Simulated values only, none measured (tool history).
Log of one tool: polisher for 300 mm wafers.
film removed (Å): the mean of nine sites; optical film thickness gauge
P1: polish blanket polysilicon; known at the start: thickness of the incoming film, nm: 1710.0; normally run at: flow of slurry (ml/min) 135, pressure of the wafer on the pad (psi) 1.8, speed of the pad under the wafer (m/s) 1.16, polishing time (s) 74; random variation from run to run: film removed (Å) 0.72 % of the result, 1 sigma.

run   hour  flow of slurry (ml/min)  pressure of the wafer on the pad (psi)  speed of the pad under the wafer (m/s)  polishing time (s)  wafers polished on this pad  hours since the slurry nozzle was cleaned  hours since the head pressure was calibrated  film removed (Å)
  1   10.8                      135                                     1.8                                    1.16                  74                          214                                      300.2                                         869.1            4002.7
  2   23.6                      135                                     2.6                                    1.16                  74                          357                                        313                                         881.9            5700.5
        34  -- slurry nozzle cleaned
  3   36.3                      135                                     1.8                                    1.16                  74                          499                                        2.3                                         894.6            3950.5
  4   47.3                      135                                     1.8                                    1.16                  74                          621                                       13.3                                         905.6              4011
  5   57.1                      135                                     1.8                                    1.16                 104                          731                                       23.1                                         915.4            5620.5
  6   70.7                      135                                     1.8                                    1.16                  39                          883                                       36.7                                           929            2098.2
  7   84.6                      135                                     1.8                                    1.16                  74                         1038                                       50.6                                         942.9            3991.2
  8   93.5                       80                                     1.8                                    1.52                  74                         1137                                       59.5                                         951.8            4597.1
  9  102.6                      180                                     1.8                                    1.16                  74                         1239                                       68.6                                         960.9            4126.4
 10  113.8                      135                                     1.8                                    0.78                  74                         1364                                       79.8                                         972.1            2680.2
 11  125.8                      135                                     1.8                                    1.16                  74                         1497                                       91.8                                         984.1              3998
 12  139.2                      135                                     1.8                                    1.16                  74                         1647                                      105.2                                         997.5              3984
 13  154.6                      135                                     1.8                                    1.64                  74                         1819                                      120.6                                        1012.9            5671.7
 14    166                      135                                     1.8                                    1.16                  74                         1946                                        132                                        1024.3              4017
 15  176.4                       80                                     1.8                                    1.16                  74                         2062                                      142.4                                        1034.7            3507.7
 16  185.7                      135                                     1.1                                    1.16                  74                         2166                                      151.7                                          1044            2451.6
 17  194.5                      135                                     1.8                                    1.16                  74                         2264                                      160.5                                        1052.8            3987.6
 18  211.3                      135                                     1.8                                    1.16                  74                         2452                                      177.3                                        1069.6            3874.7
 19  229.1                      135                                     1.8                                    1.16                  74                         2650                                      195.1                                        1087.4            3823.2
 20  242.7                      135                                     1.8                                    1.16                  74                         2802                                      208.7                                          1101            3746.8
     255.3  -- head pressure recalibrated
 21  260.6                      135                                     1.8                                    1.16                  74                         3002                                      226.6                                           5.4            3701.1
 22  271.8                      135                                     1.8                                    1.16                  74                         3127                                      237.8                                          16.6            3679.5
 23  286.6                      135                                     1.8                                    1.16                  74                         3292                                      252.6                                          31.4            3761.1
 24    303                      135                                     1.8                                    1.16                  74                         3475                                        269                                          47.8            3694.9

What P1 gives has crept away from where it was. These 2 causes fit the log equally well, each at the size given:
A: slurry flow missing at the pad, % = 28.9
B: removal rate lost through wear of the pad, % = 7.31
The creep began at about hour 194.5.
Why every other cause is out:
head's pressure below its setpoint, %: serviced at hour 255.3, which brought nothing back

4 check runs are offered, each on 2 wafers whose results are averaged, their results left as question marks. Which one tells the causes apart?
check 1  319.4                      135                                     2.5                                    1.16                  98                                                                                                                                       ?
check 2  319.4                      135                                     2.2                                    1.16                  74                                                                                                                                       ?
check 3  319.4                      135                                     2.4                                    1.16                  57                                                                                                                                       ?
check 4  319.4                       80                                     1.8                                    1.16                  98                                                                                                                                       ?

What each check would give under each cause:
  check            result    if A    if B
check 1  film removed (Å)  6786.3    6786
check 2  film removed (Å)  4509.4  4509.2
check 3  film removed (Å)  3789.3  3789.1
check 4  film removed (Å)  4122.7  4304.3
How far apart the two closest causes lie, in the result that separates them most: check 1 0 %; check 2 0 %; check 3 0 %; check 4 4.31 %
Check 4 tells the causes apart: in the others they would give nearly the same result.

Check 4 was then run and gave: film removed (Å) 4090.3. Which cause is it?

It is A: slurry flow missing at the pad, %.

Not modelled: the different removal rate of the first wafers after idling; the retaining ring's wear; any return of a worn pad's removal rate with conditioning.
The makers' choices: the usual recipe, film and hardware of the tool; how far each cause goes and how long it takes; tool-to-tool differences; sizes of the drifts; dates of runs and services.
